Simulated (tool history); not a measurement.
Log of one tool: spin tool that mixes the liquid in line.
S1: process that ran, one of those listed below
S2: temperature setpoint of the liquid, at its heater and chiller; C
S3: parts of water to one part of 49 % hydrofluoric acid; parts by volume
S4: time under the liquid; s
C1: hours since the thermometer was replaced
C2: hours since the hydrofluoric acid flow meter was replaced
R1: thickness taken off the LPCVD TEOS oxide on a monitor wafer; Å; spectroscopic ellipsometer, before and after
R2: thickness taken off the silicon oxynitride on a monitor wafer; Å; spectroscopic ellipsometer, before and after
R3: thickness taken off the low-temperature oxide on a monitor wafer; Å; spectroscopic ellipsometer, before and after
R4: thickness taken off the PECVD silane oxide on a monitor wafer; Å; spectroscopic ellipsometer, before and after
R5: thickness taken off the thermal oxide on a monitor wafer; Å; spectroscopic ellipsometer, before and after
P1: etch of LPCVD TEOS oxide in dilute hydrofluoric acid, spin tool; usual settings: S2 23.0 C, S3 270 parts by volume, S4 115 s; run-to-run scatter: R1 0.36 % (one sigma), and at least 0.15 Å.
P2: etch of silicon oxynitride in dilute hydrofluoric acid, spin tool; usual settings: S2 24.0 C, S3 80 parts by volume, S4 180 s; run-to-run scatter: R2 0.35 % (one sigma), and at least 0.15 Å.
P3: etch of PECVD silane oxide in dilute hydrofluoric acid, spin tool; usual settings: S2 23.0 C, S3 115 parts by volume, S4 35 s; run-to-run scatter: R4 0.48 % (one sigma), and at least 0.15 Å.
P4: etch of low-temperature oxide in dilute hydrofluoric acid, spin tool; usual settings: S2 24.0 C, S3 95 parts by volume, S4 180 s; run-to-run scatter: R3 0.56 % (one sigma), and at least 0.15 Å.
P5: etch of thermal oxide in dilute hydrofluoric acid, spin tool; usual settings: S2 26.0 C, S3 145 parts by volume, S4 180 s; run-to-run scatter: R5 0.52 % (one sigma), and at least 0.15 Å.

run	hour	S1	S2	S3	S4	C1	C2	R1	R2	R3	R4	R5
1	4.4	P1	23.0	270	115	616.3	1086.0	138.750				
2	7.7	P2	24.0	80	265	619.6	1089.3		88.475			
3	12.8	P1	23.0	270	220	624.7	1094.4	265.960				
4	15.8	P4	24.0	95	180	627.7	1097.4			365.660		
5	19.3	P1	23.0	270	115	631.2	1100.9	139.480				
6	23.1	P4	24.0	95	180	635.0	1104.7			367.200		
7	26.5	P3	23.0	190	35	638.4	1108.1				33.728	
8	30.0	P2	17.0	80	180	641.9	1111.6		42.522			
# hour 32.0: hydrofluoric acid flow meter replaced
9	32.6	P3	23.0	115	60	644.5	0.6				103.730	
10	36.9	P5	26.0	145	180	648.8	4.9					62.024
11	39.5	P1	17.5	270	115	651.4	7.5	113.450				
12	41.9	P4	20.0	95	180	653.8	9.9			314.670		
13	45.4	P5	26.0	145	180	657.3	13.4					61.891
14	48.5	P5	26.0	195	180	660.4	16.5					43.684
15	51.2	P3	23.0	115	35	663.1	19.2				60.083	
16	55.0	P2	24.0	20	180	666.9	23.0		253.710			
17	57.8	P1	23.0	50	115	669.7	25.8	963.830				
18	61.2	P1	23.0	115	65	673.1	29.2	218.620				
19	65.8	P1	23.0	270	35	677.7	33.8	42.640				
20	68.5	P3	23.0	115	35	680.4	36.5				60.124	
21	71.0	P4	24.0	170	180	682.9	39.0			187.120		
22	74.5	P1	29.5	270	115	686.4	42.5	174.230				
23	77.4	P1	23.0	270	115	689.3	45.4	138.880				
24	81.4	P1	23.0	270	115	693.3	49.4	139.340				
25	85.5	P2	24.0	80	180	697.4	53.5		60.313			
26	88.9	P2	24.0	80	180	700.8	56.9		60.648			
27	92.5	P1	23.0	270	115	704.4	60.5	139.900				
28	95.1	P3	19.0	115	35	707.0	63.1				50.998	
29	97.8	P1	23.0	470	115	709.7	65.8	66.719				
30	100.8	P5	34.0	145	180	712.7	68.8					82.567
31	105.4	P4	24.0	95	15	717.3	73.4			30.533		
32	109.4	P5	26.0	145	45	721.3	77.4					15.465
33	112.9	P1	23.0	270	115	724.8	80.9	139.360				
34	115.8	P1	23.0	270	115	727.7	83.8	143.310				
35	118.7	P1	23.0	270	115	730.6	86.7	144.650				
36	122.6	P1	23.0	270	115	734.5	90.6	147.210				
37	125.1	P1	23.0	270	115	737.0	93.1	148.080				
38	127.5	P1	23.0	270	115	739.4	95.5	148.990				
39	132.3	P1	23.0	270	115	744.2	100.3	150.540				
40	137.3	P1	23.0	270	115	749.2	105.3	150.750				
41	140.4	P1	23.0	270	115	752.3	108.4	150.510				
42	144.2	P1	23.0	270	115	756.1	112.2	150.720				
43	147.0	P1	23.0	270	115	758.9	115.0	150.310				

What P1 gives has crept away from where it was. These 2 causes fit the log equally well, each at the size given:
A: liquid hotter than its thermometer reads (K) = 2.31
B: hydrofluoric acid flow above the setpoint (%) = 6.69
The creep began at about hour 112.9.

4 check runs are offered, one wafer each, their results left as question marks. Which one tells the causes apart?
check 1	149.8	P4	24.0	160	180					?		
check 2	149.8	P5	33.5	145	50							?
check 3	149.8	P2	24.0	35	180				?			
check 4	149.8	P3	23.0	165	35						?	

What each check would give under each cause:
check	result	if A	if B
check 1	R3	219.570	217.270
check 2	R5	24.448	24.407
check 3	R2	160.340	153.020
check 4	R4	43.305	42.829
How far apart the two closest causes lie, in the result that separates them most: check 1 1.05 %; check 2 0.17 %; check 3 4.68 %; check 4 1.11 %
Only check 3 tells the causes apart: in the others they would give nearly the same result.

Check 3 was then run and gave: R2 152.610 Å. Which cause is it?

It is B: hydrofluoric acid flow above the setpoint (%).
